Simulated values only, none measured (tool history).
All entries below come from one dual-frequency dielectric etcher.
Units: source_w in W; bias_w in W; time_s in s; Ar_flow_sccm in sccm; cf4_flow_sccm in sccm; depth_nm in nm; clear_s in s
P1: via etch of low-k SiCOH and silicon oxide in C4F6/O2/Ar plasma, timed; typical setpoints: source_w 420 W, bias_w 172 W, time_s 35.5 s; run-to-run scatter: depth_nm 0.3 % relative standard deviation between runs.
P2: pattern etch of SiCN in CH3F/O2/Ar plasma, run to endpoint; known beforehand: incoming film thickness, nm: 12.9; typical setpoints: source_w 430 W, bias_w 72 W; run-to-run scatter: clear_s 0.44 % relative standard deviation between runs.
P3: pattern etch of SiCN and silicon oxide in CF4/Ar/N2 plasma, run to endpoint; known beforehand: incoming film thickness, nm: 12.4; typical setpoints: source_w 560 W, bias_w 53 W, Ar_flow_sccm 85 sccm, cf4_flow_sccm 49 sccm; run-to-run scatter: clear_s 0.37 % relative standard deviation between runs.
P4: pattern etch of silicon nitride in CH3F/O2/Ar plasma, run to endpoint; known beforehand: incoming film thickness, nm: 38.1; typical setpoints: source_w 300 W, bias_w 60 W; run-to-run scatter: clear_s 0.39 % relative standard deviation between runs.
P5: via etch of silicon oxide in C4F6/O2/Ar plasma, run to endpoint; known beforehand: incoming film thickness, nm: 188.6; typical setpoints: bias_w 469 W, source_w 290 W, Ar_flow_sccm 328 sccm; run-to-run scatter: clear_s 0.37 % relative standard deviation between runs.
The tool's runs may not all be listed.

run,day,process,source_w,bias_w,time_s,Ar_flow_sccm,cf4_flow_sccm,hours since the last wet clean,hours since the last source power generator calibration,hours since the last bias power generator calibration,depth_nm,clear_s
1,0.467,P1,420,172,35.5,,,153.2,456.2,1922.8,80.214,
2,0.875,P3,560,53,,85,62,163,466,1932.6,,13.16
3,1.188,P5,290,469,,328,,170.5,473.5,1940.1,,48.087
4,1.521,P1,420,208,35.5,,,178.5,481.5,1948.1,85.327,
5,2.079,P1,420,172,35.5,,,191.9,494.9,1961.5,80.386,
6,2.604,P1,420,172,22.5,,,204.5,507.5,1974.1,50.987,
7,3.3,P1,570,172,35.5,,,221.2,524.2,1990.8,90.994,
8,3.838,P2,430,99,,,,234.1,537.1,2003.7,,29.366
9,4.367,P1,530,217,35.5,,,246.8,549.8,2016.4,94.767,
10,5.033,P4,300,60,,,,262.8,565.8,2032.4,,65.706
11,5.467,P1,320,172,35.5,,,273.2,576.2,2042.8,72.111,
12,5.908,P3,560,53,,58,49,283.8,586.8,2053.4,,12.76
13,6.375,P1,540,131,35.5,,,295,598,2064.6,82.02,
14,6.754,P5,240,469,,328,,304.1,607.1,2073.7,,51.638
15,7.396,P4,180,60,,,,319.5,622.5,2089.1,,78.981
16,7.708,P4,300,82,,,,327,630,2096.6,,58.686
17,8.062,P2,590,72,,,,335.5,638.5,2105.1,,29.258
18,8.6,P1,420,172,35.5,,,348.4,651.4,2118,80.584,
19,9.154,P3,400,53,,85,49,361.7,664.7,2131.3,,18.545
20,9.538,P2,430,72,,,,370.9,673.9,2140.5,,32.923
# day 9.612: wet clean of the chamber
21,10.092,P3,560,32,,85,49,11.6,687.2,2153.8,,15.895
22,10.7,P1,420,119,35.5,,,26.2,701.8,2168.4,72.462,
23,11.208,P1,530,172,24,,,38.4,714,2180.6,59.423,
24,11.825,P1,420,172,35.5,,,53.2,728.8,2195.4,80.859,
25,12.446,P2,430,72,,,,68.1,743.7,2210.3,,33.004
26,13.142,P4,300,60,,,,84.8,760.4,2227,,65.235
27,13.542,P5,290,469,,447,,94.4,770,2236.6,,50.38
28,13.9,P1,420,172,47.5,,,103,778.6,2245.2,108.07,
29,14.417,P3,560,53,,85,49,115.4,791,2257.6,,13.62
30,14.733,P5,290,607,,328,,123,798.6,2265.2,,43.969
31,15.238,P5,290,469,,328,,135.1,810.7,2277.3,,48.298
32,15.712,P1,420,172,35.5,,,146.5,822.1,2288.7,80.114,
33,16.35,P1,420,172,35.5,,,161.8,837.4,2304,81.245,
34,16.983,P1,420,172,35.5,,,177,852.6,2319.2,81.389,
35,17.546,P1,420,172,35.5,,,190.5,866.1,2332.7,81.726,

Run 36 comes next. What will it give?
36,18.104,P1,420,172,35.5,,,203.9,879.5,2346.1,?,

{"run 36": {"depth_nm": 81.44}}
